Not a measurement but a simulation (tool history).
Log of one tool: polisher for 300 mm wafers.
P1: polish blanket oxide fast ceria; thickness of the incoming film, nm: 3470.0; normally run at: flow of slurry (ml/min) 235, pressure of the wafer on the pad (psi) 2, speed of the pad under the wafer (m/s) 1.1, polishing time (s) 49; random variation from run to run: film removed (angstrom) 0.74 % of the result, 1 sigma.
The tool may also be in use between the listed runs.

run   hour  flow of slurry (ml/min)  pressure of the wafer on the pad (psi)  speed of the pad under the wafer (m/s)  polishing time (s)  wafers polished on this pad  hours since the slurry nozzle was cleaned  hours since the head pressure was calibrated  film removed (angstrom)
  1    7.3                      235                                       2                                     1.1                  49                          235                                      122.7                                         187.6                   6915.9
  2   11.8                      235                                     1.1                                     1.1                  49                          268                                      127.2                                         192.1                   3800.7
  3   19.1                      235                                       2                                     1.1                  30                          320                                      134.5                                         199.4                   4203.7
  4     26                      235                                       2                                     1.7                  49                          369                                      141.4                                         206.3                    10488
  5   29.3                      235                                       2                                     1.1                  49                          393                                      144.7                                         209.6                     6849
  6     34                      235                                       2                                     1.1                  49                          426                                      149.4                                         214.3                   6935.6
  7   38.8                      235                                     2.6                                     1.1                  49                          461                                      154.2                                         219.1                   9030.4
  8   45.1                      235                                       2                                     1.1                  71                          506                                      160.5                                         225.4                   9988.8
  9   48.4                      335                                       2                                     1.1                  49                          529                                      163.8                                         228.7                   7143.9
 10   54.8                      140                                       2                                     1.1                  49                          575                                      170.2                                         235.1                     6411
 11   59.5                      235                                       2                                     0.7                  49                          609                                      174.9                                         239.8                   4406.2
 12   66.6                      235                                       2                                    0.84                  22                          660                                        182                                         246.9                   2345.7
 13     74                      235                                       2                                     1.1                  49                          712                                      189.4                                         254.3                   6982.5
 14   77.9                      235                                       2                                     1.1                  49                          740                                      193.3                                         258.2                   6896.8
 15   83.3                      235                                       2                                     1.1                  49                          779                                      198.7                                         263.6                   6793.3
 16   88.3                      235                                       2                                     1.1                  49                          815                                      203.7                                         268.6                   6807.7
 17   93.6                      235                                       2                                     1.1                  49                          853                                        209                                         273.9                   6605.1
 18   97.6                      235                                       2                                     1.1                  49                          881                                        213                                         277.9                   6713.6
     101.7  -- head pressure recalibrated
 19  101.7                      235                                       2                                     1.1                  49                          911                                      217.1                                           0.1                   6643.8
 20    108                      235                                       2                                     1.1                  49                          956                                      223.4                                           6.4                   6666.6
 21  112.5                      235                                       2                                     1.1                  49                          988                                      227.9                                          10.9                   6663.2

What P1 gives has crept away from where it was. These 2 causes fit the log equally well, each at the size given:
A: slurry flow missing at the pad, % = 27.3
B: removal rate lost through wear of the pad, % = 4.12
The creep began at about hour 77.9.
Why every other cause is out:
head's pressure below its setpoint, %: serviced at hour 101.7, which brought nothing back

4 check runs are offered, each on 5 wafers whose results are averaged, their results left as question marks. Which one tells the causes apart?
check 1   117                      235                                     1.3                                    1.68                  49                                                                                                                                              ?
check 2   117                      280                                       2                                     1.1                  71                                                                                                                                              ?
check 3   117                      140                                       2                                    1.52                  49                                                                                                                                              ?
check 4   117                      235                                     1.1                                     1.1                  49                                                                                                                                              ?

What each check would give under each cause:
  check                   result    if A    if B
check 1  film removed (angstrom)  6563.9  6564.1
check 2  film removed (angstrom)  9820.1  9757.4
check 3  film removed (angstrom)  8255.9  8472.2
check 4  film removed (angstrom)  3636.6  3636.7
How far apart the two closest causes lie, in the result that separates them most: check 1 0 %; check 2 0.64 %; check 3 2.59 %; check 4 0 %
Check 3 tells the causes apart: in the others they would give nearly the same result.

Check 3 was then run and gave: film removed (angstrom) 8296.3. Which cause is it?

It is A: slurry flow missing at the pad, %.
